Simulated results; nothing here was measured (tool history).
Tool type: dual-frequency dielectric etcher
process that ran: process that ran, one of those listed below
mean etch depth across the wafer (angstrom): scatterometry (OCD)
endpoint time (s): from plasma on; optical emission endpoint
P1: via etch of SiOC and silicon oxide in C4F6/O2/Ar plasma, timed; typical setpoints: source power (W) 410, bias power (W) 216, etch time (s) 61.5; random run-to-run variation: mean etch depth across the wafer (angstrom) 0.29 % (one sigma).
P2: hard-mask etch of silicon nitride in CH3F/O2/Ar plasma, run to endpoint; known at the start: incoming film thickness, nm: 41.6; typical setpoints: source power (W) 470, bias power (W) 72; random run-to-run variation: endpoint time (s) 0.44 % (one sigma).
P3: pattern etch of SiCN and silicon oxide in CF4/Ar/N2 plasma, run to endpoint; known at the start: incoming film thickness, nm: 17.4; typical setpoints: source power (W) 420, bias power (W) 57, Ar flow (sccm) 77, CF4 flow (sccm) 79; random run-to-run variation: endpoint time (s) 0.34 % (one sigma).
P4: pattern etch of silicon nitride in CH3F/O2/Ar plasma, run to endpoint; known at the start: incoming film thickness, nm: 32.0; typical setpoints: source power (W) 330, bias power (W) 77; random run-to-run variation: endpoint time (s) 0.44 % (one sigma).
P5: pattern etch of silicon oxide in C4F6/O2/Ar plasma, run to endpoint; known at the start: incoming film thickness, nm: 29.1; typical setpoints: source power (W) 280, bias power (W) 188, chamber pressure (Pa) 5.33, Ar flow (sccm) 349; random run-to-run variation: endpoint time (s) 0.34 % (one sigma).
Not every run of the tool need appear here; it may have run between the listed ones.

run   hour  process that ran  source power (W)  bias power (W)  etch time (s)  Ar flow (sccm)  CF4 flow (sccm)  chamber pressure (Pa)  hours since the last wet clean  hours since the last source power generator calibration  hours since the last bias power generator calibration  mean etch depth across the wafer (angstrom)  endpoint time (s)
  1    9.2                P1               410             216           61.5                                                                                   210.3                                                   1913.4                                                 1861.9                                       768.99
  2   19.9                P3               420              57                             77              109                                                  221.0                                                   1924.1                                                 1872.6                                                         20.6530
  3   26.3                P1               410             216           61.5                                                                                   227.4                                                   1930.5                                                 1879.0                                       768.75
  4   33.3                P1               410             216           61.5                                                                                   234.4                                                   1937.5                                                 1886.0                                       766.48
  5   41.0                P1               410             216           91.5                                                                                   242.1                                                   1945.2                                                 1893.7                                      1145.10
  6   48.8                P4               430              77                                                                                                  249.9                                                   1953.0                                                 1901.5                                                         43.7920
  7   55.3                P1               410             269           61.5                                                                                   256.4                                                   1959.5                                                 1908.0                                       825.34
  8   61.9                P3               420              57                             77               79                                                  263.0                                                   1966.1                                                 1914.6                                                         21.5630
  9   71.3                P1               410             216           61.5                                                                                   272.4                                                   1975.5                                                 1924.0                                       766.53
 10   79.6                P4               330              47                                                                                                  280.7                                                   1983.8                                                 1932.3                                                         57.2320
 11   85.7                P2               470              72                                                                                                  286.8                                                   1989.9                                                 1938.4                                                         56.2290
 12   94.7                P1               410             216           61.5                                                                                   295.8                                                   1998.9                                                 1947.4                                       765.88
 13  102.1                P1               410             216           34.0                                                                                   303.2                                                   2006.3                                                 1954.8                                       423.24
 14  109.1                P1               330             216           61.5                                                                                   310.2                                                   2013.3                                                 1961.8                                       702.18
 15  120.0                P1               410             146           61.5                                                                                   321.1                                                   2024.2                                                 1972.7                                       674.75
 16  124.7                P4               330              77                                                                                                  325.8                                                   2028.9                                                 1977.4                                                         48.3490
 17  132.7                P2               320              72                                                                                                  333.8                                                   2036.9                                                 1985.4                                                         65.2760
 18  138.1                P5               280             188                            250                                    5.33                           339.2                                                   2042.3                                                 1990.8                                                         10.1020
 19  147.9                P5               280             188                            349                                    5.33                           349.0                                                   2052.1                                                 2000.6                                                         10.4350
 20  153.6                P1               410             216           61.5                                                                                   354.7                                                   2057.8                                                 2006.3                                       770.77
 21  161.8                P3               300              57                             77               79                                                  362.9                                                   2066.0                                                 2014.5                                                         29.3000
 22  168.9                P5               390             188                            349                                    5.33                           370.0                                                   2073.1                                                 2021.6                                                          9.2552
 23  177.9                P2               470              97                                                                                                  379.0                                                   2082.1                                                 2030.6                                                         51.2850
 24  184.8                P5               280             188                            349                                    3.80                           385.9                                                   2089.0                                                 2037.5                                                         10.0540
 25  195.5                P5               280             252                            349                                    5.33                           396.6                                                   2099.7                                                 2048.2                                                          9.5385
 26  204.5                P3               420              57                             77               79                                                  405.6                                                   2108.7                                                 2057.2                                                         21.5680
 27  211.3                P1               410             256           88.0                                                                                   412.4                                                   2115.5                                                 2064.0                                      1163.90
 28  220.2                P3               420              57                             48               79                                                  421.3                                                   2124.4                                                 2072.9                                                         20.2650
 29  227.9                P1               520             216           61.5                                                                                   429.0                                                   2132.1                                                 2080.6                                       838.87
 30  232.6                P3               420              70                             77               79                                                  433.7                                                   2136.8                                                 2085.3                                                         20.3770
 31  242.9                P1               410             216           61.5                                                                                   444.0                                                   2147.1                                                 2095.6                                       764.56
 32  250.6                P1               410             216           61.5                                                                                   451.7                                                   2154.8                                                 2103.3                                       760.16
 33  259.0                P1               410             216           61.5                                                                                   460.1                                                   2163.2                                                 2111.7                                       758.61
 34  268.9                P1               410             216           61.5                                                                                   470.0                                                   2173.1                                                 2121.6                                       756.56
 35  279.6                P1               410             216           61.5                                                                                   480.7                                                   2183.8                                                 2132.3                                       752.19
     285.0  -- wet clean of the chamber
 36  286.6                P1               410             216           61.5                                                                                     1.7                                                   2190.8                                                 2139.3                                       751.54
 37  296.0                P1               410             216           61.5                                                                                    11.1                                                   2200.2                                                 2148.7                                       757.82
 38  306.3                P1               410             216           61.5                                                                                    21.4                                                   2210.5                                                 2159.0                                       754.29
 39  314.1                P1               410             216           61.5                                                                                    29.2                                                   2218.3                                                 2166.8                                       752.17

P1 no longer gives what it gave before; its output has crept away from where it was. The following 2 causes, each at its listed size, fit the log equally well:
A: bias power that arrives under what is set, % = 4.22
B: source power that arrives under what is set, % = 3.67
At approximately hour 242.9, the process output began to creep.
Excluded causes, each with its reason:
chamber walls in a state that lowers the etch rate, %: work on it at hour 285.0, done after the drift set in, did not restore what the process gave before

The list below offers 4 check runs, each averaging the results of 2 wafers, and shows each result as a question mark. For which of them would the listed causes give clearly different results?
check 1  321.9                P5               280             224                            349                                    5.33                                                                                                                                                                                                               ?
check 2  321.9                P4               330              52                                                                                                                                                                                                                                                                                      ?
check 3  321.9                P3               420              57                             77              108                                                                                                                                                                                                                                      ?
check 4  321.9                P2               350              87                                                                                                                                                                                                                                                                                      ?

Outcome of each check run for each possible cause:
  check             result     if A     if B
check 1  endpoint time (s)  10.0270  10.0250
check 2  endpoint time (s)  56.1300  56.1650
check 3  endpoint time (s)  20.9560  21.4020
check 4  endpoint time (s)  59.9730  59.8840
Per check, the gap between the least separated pair of causes, taken in the result that splits them most: check 1 0.03 %; check 2 0.06 %; check 3 2.11 %; check 4 0.15 %
Only in check 3 would the causes give clearly different results; in the remaining checks their results would be nearly the same.

Check 3 was then run and gave: endpoint time (s) 20.9700. Which cause is it?

Of the candidate causes, it is A: bias power that arrives under what is set, %.

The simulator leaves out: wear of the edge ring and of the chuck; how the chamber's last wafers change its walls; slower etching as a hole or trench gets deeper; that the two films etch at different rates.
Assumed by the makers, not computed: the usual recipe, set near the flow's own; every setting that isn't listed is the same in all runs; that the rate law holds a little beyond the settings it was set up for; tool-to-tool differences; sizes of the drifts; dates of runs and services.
